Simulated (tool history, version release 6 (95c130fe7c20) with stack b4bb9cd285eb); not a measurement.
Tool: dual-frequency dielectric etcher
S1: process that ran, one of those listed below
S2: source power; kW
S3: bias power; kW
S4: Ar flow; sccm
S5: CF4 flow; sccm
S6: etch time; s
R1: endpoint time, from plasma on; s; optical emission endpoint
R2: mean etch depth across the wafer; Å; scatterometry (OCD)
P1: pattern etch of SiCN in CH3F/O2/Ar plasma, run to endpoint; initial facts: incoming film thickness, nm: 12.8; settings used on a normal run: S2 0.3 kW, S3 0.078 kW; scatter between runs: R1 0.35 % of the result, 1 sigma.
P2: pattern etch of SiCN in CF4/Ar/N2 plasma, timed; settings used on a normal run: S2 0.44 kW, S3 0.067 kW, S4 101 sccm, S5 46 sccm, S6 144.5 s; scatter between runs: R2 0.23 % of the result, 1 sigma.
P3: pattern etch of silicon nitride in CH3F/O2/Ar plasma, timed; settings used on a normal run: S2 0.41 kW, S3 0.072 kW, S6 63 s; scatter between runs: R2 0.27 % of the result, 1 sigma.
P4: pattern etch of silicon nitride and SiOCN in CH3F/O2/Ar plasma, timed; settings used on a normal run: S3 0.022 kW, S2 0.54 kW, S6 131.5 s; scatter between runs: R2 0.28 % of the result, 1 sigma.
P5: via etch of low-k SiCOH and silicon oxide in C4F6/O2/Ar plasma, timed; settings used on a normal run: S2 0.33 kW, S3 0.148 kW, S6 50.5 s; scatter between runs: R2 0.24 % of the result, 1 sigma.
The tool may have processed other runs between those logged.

run 1 day=0.325 | S1=P1 S2=0.3 S3=0.078 | R1=35.345
run 2 day=0.633 | S1=P2 S2=0.44 S3=0.067 S4=101 S5=46 S6=144.5 | R2=1133.8
run 3 day=1.275 | S1=P1 S2=0.3 S3=0.078 | R1=35.526
run 4 day=1.571 | S1=P1 S2=0.25 S3=0.048 | R1=44.877
run 5 day=2.046 | S1=P3 S2=0.29 S3=0.072 S6=63 | R2=388.08
run 6 day=2.379 | S1=P1 S2=0.3 S3=0.078 | R1=35.641
run 7 day=2.758 | S1=P1 S2=0.42 S3=0.078 | R1=31.221
run 8 day=3.196 | S1=P5 S2=0.26 S3=0.148 S6=50.5 | R2=1036.6
run 9 day=3.571 | S1=P1 S2=0.3 S3=0.078 | R1=35.573
run 10 day=4.212 | S1=P4 S2=0.54 S3=0.031 S6=131.5 | R2=230.39
run 11 day=4.55 | S1=P3 S2=0.41 S3=0.072 S6=63 | R2=441.75
run 12 day=5.146 | S1=P5 S2=0.33 S3=0.148 S6=29 | R2=652.32
run 13 day=5.738 | S1=P2 S2=0.44 S3=0.05 S4=101 S5=46 S6=144.5 | R2=1019.5
run 14 day=6.146 | S1=P1 S2=0.18 S3=0.078 | R1=42.808
run 15 day=6.483 | S1=P2 S2=0.44 S3=0.067 S4=101 S5=46 S6=144.5 | R2=1133.1
run 16 day=7.033 | S1=P1 S2=0.24 S3=0.055 | R1=43.634
run 17 day=7.338 | S1=P5 S2=0.33 S3=0.184 S6=50.5 | R2=1215.6
run 18 day=7.858 | S1=P2 S2=0.44 S3=0.067 S4=74 S5=46 S6=144.5 | R2=1189.1
run 19 day=8.212 | S1=P1 S2=0.41 S3=0.049 | R1=36.979
run 20 day=8.629 | S1=P4 S2=0.54 S3=0.022 S6=131.5 | R2=197.63
run 21 day=8.988 | S1=P4 S2=0.54 S3=0.022 S6=187 | R2=279.85

Expected results for the next run?
run 22 day=9.358 | S1=P1 S2=0.3 S3=0.056 | R1=?

{"run 22": {"R1": 40.345}}

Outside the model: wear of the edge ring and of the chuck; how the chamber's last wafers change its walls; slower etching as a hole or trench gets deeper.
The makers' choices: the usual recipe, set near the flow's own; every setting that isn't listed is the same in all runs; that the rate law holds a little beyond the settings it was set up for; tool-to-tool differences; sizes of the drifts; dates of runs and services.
